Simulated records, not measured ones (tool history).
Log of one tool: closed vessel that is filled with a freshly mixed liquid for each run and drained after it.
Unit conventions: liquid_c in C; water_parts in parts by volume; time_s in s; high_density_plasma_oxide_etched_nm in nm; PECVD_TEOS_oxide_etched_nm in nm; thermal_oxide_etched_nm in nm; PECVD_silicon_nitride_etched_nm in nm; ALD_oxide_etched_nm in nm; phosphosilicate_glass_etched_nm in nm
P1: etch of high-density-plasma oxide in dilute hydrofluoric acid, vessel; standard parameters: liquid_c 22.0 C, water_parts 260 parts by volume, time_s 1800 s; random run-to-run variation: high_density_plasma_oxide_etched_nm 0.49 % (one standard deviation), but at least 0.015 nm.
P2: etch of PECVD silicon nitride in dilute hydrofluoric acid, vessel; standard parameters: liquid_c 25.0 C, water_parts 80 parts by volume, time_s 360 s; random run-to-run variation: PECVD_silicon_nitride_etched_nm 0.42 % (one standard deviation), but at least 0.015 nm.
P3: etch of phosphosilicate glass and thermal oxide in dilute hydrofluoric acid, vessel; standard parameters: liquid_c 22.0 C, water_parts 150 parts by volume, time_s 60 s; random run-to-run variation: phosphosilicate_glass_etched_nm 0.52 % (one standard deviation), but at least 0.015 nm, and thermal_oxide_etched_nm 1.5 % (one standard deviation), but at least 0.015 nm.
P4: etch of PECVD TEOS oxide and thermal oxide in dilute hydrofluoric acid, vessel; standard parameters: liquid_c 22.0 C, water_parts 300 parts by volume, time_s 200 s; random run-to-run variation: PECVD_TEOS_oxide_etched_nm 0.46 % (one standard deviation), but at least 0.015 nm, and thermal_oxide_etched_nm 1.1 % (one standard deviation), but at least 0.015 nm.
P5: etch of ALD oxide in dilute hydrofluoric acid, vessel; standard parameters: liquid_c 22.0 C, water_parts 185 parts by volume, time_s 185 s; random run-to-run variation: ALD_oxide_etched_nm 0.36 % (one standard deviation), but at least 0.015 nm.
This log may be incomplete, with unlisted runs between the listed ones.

run   hour  process  liquid_c  water_parts  time_s  hours since the thermometer was replaced  hours since the hydrofluoric acid flow meter was replaced  high_density_plasma_oxide_etched_nm  PECVD_TEOS_oxide_etched_nm  thermal_oxide_etched_nm  PECVD_silicon_nitride_etched_nm  ALD_oxide_etched_nm  phosphosilicate_glass_etched_nm
  1   12.3       P1      22.0          260    1800                                    1240.2                                                      882.7                              32.1810
  2   25.5       P4      22.0          300     200                                    1253.4                                                      895.9                                                           6.1147                  2.27990
  3   34.6       P2      25.0           80     130                                    1262.5                                                      905.0                                                                                                                     8.1424
      40.6  -- hydrofluoric acid flow meter replaced
  4   41.5       P4      17.0          300     200                                    1269.4                                                        0.9                                                           5.0647                  1.89790
  5   49.8       P5      22.0           70     185                                    1277.7                                                        9.2                                                                                                                                          51.492
  6   61.4       P1      22.0          260    2930                                    1289.3                                                       20.8                              52.7490
  7   67.1       P1      22.0           65    1800                                    1295.0                                                       26.5                             161.7900
  8   74.7       P1      22.0          260    1800                                    1302.6                                                       34.1                              32.3630
  9   83.3       P3      22.0          220      60                                    1311.2                                                       42.7                                                                                   1.02800                                                                                 38.700
 10   93.1       P1      22.0          345    2685                                    1321.0                                                       52.5                              33.5610
 11   99.8       P5      22.0          185     185                                    1327.7                                                       59.2                                                                                                                                          17.100
 12  111.4       P1      22.0          260    1800                                    1339.3                                                       70.8                              32.4360
 13  119.7       P5      22.0          185     355                                    1347.6                                                       79.1                                                                                                                                          32.963
 14  127.8       P4      22.0          300      65                                    1355.7                                                       87.2                                                           1.9680                  0.74083
 15  137.7       P3      22.0          150      95                                    1365.6                                                       97.1                                                                                   2.55530                                                                                 96.250
 16  146.6       P2      17.5           80     360                                    1374.5                                                      106.0                                                                                                                    13.4990
 17  158.2       P2      25.0          120     360                                    1386.1                                                      117.6                                                                                                                    14.9410
 18  166.7       P1      22.0          175    2615                                    1394.6                                                      126.1                              76.3090
 19  177.5       P1      22.0          370    1800                                    1405.4                                                      136.9                              20.6120
 20  186.7       P4      22.0           80     200                                    1414.6                                                      146.1                                                          28.8050                 10.48200
 21  199.8       P1      17.0          260    1800                                    1427.7                                                      159.2                              27.0890
 22  211.5       P3      22.0          150      60                                    1439.4                                                      170.9                                                                                   1.63210                                                                                 60.626
 23  220.8       P1      22.0          260     195                                    1448.7                                                      180.2                               3.5284
 24  226.8       P1      27.5          260    1800                                    1454.7                                                      186.2                              39.2100
 25  236.1       P5      27.5          185     185                                    1464.0                                                      195.5                                                                                                                                          21.015
 26  247.9       P3      27.0          150      60                                    1475.8                                                      207.3                                                                                   1.94420                                                                                 73.939
 27  257.0       P1      22.0          260    1800                                    1484.9                                                      216.4                              32.3010
 28  267.0       P1      22.0          260    1800                                    1494.9                                                      226.4                              32.6630
 29  279.8       P2      25.0           80     360                                    1507.7                                                      239.2                                                                                                                    22.6700
 30  286.3       P1      22.0          260    1800                                    1514.2                                                      245.7                              32.5030
 31  296.3       P1      22.0          260    1800                                    1524.2                                                      255.7                              31.7340
 32  308.9       P1      22.0          260    1800                                    1536.8                                                      268.3                              30.9900
 33  320.6       P1      22.0          260    1800                                    1548.5                                                      280.0                              30.7070
 34  331.5       P1      22.0          260    1800                                    1559.4                                                      290.9                              30.6950
 35  340.2       P1      22.0          260    1800                                    1568.1                                                      299.6                              30.4060
 36  346.9       P1      22.0          260    1800                                    1574.8                                                      306.3                              30.3660
 37  357.4       P1      22.0          260    1800                                    1585.3                                                      316.8                              30.2840
 38  367.4       P1      22.0          260    1800                                    1595.3                                                      326.8                              30.5370
 39  377.5       P1      22.0          260    1800                                    1605.4                                                      336.9                              30.2980
 40  385.5       P1      22.0          260    1800                                    1613.4                                                      344.9                              30.5060

What P1 gives has crept off from where it sat before. The 2 causes that follow fit the log equally well, each at the size noted:
A: liquid colder than its thermometer reads (K) = 1.93
B: hydrofluoric acid flow below the setpoint (%) = 5.48
The onset of the drift is placed at about hour 286.3.

Question marks stand in for the results of the 4 check runs listed below, each run on one wafer. Under which run would the listed causes show clearly different results?
check 1  393.5       P2      25.0           80     360                                                                                                                                                                                                                               ?
check 2  393.5       P4      22.0          300     200                                                                                                                                                                     ?                        ?
check 3  393.5       P3      22.0          150      60                                                                                                                                                                                              ?                                                                                      ?
check 4  393.5       P5      22.0          185     185                                                                                                                                                                                                                                                    ?

What each check would give under each cause:
  check                           result     if A     if B
check 1  PECVD_silicon_nitride_etched_nm  19.7500  21.2380
check 2       PECVD_TEOS_oxide_etched_nm   5.6787   5.6624
check 2          thermal_oxide_etched_nm  2.07990  2.07390
check 3          thermal_oxide_etched_nm  1.50480  1.52030
check 3  phosphosilicate_glass_etched_nm   56.421   56.999
check 4              ALD_oxide_etched_nm   15.925   16.034
Minimum pairwise separation of causes per check, each pair taken at its best-separating result: check 1 7.26 %; check 2 0.29 %; check 3 1.02 %; check 4 0.68 %
The other checks would show nearly matching results whichever cause is true, so check 1 is the only one that separates the causes.

With check 1 done, the readings were: PECVD_silicon_nitride_etched_nm 19.7860 nm. Identify which of the listed causes applies.

The correct cause is A, namely: liquid colder than its thermometer reads (K).

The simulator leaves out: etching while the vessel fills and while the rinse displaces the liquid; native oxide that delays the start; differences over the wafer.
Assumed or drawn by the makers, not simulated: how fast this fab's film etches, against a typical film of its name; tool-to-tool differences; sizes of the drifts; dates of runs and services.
